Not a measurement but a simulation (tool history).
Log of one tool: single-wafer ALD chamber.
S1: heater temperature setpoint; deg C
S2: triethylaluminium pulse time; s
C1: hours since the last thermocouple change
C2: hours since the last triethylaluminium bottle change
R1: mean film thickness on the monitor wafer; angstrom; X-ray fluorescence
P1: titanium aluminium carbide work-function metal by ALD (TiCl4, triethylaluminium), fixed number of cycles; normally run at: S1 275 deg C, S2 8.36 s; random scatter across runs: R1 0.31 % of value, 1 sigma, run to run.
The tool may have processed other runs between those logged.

| run | hour | S1 | S2 | C1 | C2 | R1 |
|---|---|---|---|---|---|---|
| 1 | 12.1 | 275 | 8.36 | 656.3 | 427.7 | 17.097 |
| 2 | 22.1 | 251 | 5.80 | 666.3 | 437.7 | 13.927 |
| 3 | 37.2 | 275 | 8.36 | 681.4 | 452.8 | 17.133 |
| 4 | 45.8 | 275 | 13.34 | 690.0 | 461.4 | 17.941 |
| 5 | 60.9 | 294 | 8.36 | 705.1 | 476.5 | 18.662 |
| 6 | 74.6 | 275 | 3.64 | 718.8 | 490.2 | 12.885 |
| 7 | 84.4 | 251 | 8.36 | 728.6 | 500.0 | 15.282 |
|  | 89.4 | triethylaluminium bottle replaced |
| 8 | 99.7 | 275 | 8.36 | 743.9 | 10.4 | 17.101 |
| 9 | 108.3 | 275 | 8.36 | 752.5 | 19.0 | 17.192 |
| 10 | 125.6 | 275 | 8.36 | 769.8 | 36.3 | 17.154 |
| 11 | 137.6 | 275 | 8.36 | 781.8 | 48.3 | 16.943 |
| 12 | 153.1 | 275 | 8.36 | 797.3 | 63.8 | 16.828 |
| 13 | 163.3 | 275 | 8.36 | 807.5 | 74.0 | 16.801 |
| 14 | 178.7 | 275 | 8.36 | 822.9 | 89.4 | 16.668 |
| 15 | 188.0 | 275 | 8.36 | 832.2 | 98.7 | 16.705 |
| 16 | 196.6 | 275 | 8.36 | 840.8 | 107.3 | 16.746 |

What P1 gives has crept off from where it sat before. The 2 causes that follow fit the log equally well, each at the size noted:
A: wafer temperature below the value expected at the setpoint (K) = 5.17
B: triethylaluminium dose below that of a fresh bottle (%) = 12
Creep in the process output first set in at about hour 125.6.

Question marks stand in for the results of the 4 check runs listed below, each run on one wafer. Under which run would the listed causes show clearly different results?
| check 1 | 205.2 | 292 | 8.36 |  |  | ? |
| check 2 | 205.2 | 290 | 8.36 |  |  | ? |
| check 3 | 205.2 | 285 | 8.36 |  |  | ? |
| check 4 | 205.2 | 264 | 5.12 |  |  | ? |

Check results expected under each cause:
| check | result | if A | if B |
|---|---|---|---|
| check 1 | R1 | 18.105 | 18.078 |
| check 2 | R1 | 17.940 | 17.916 |
| check 3 | R1 | 17.530 | 17.514 |
| check 4 | R1 | 13.901 | 13.570 |
Minimum pairwise separation of causes per check, each pair taken at its best-separating result: check 1 0.15 %; check 2 0.13 %; check 3 0.09 %; check 4 2.41 %
Only in check 4 would the causes give clearly different results; in the remaining checks their results would be nearly the same.

Here is what check 4 returned: R1 13.904 angstrom. Which cause is it?

It is A: wafer temperature below the value expected at the setpoint (K).
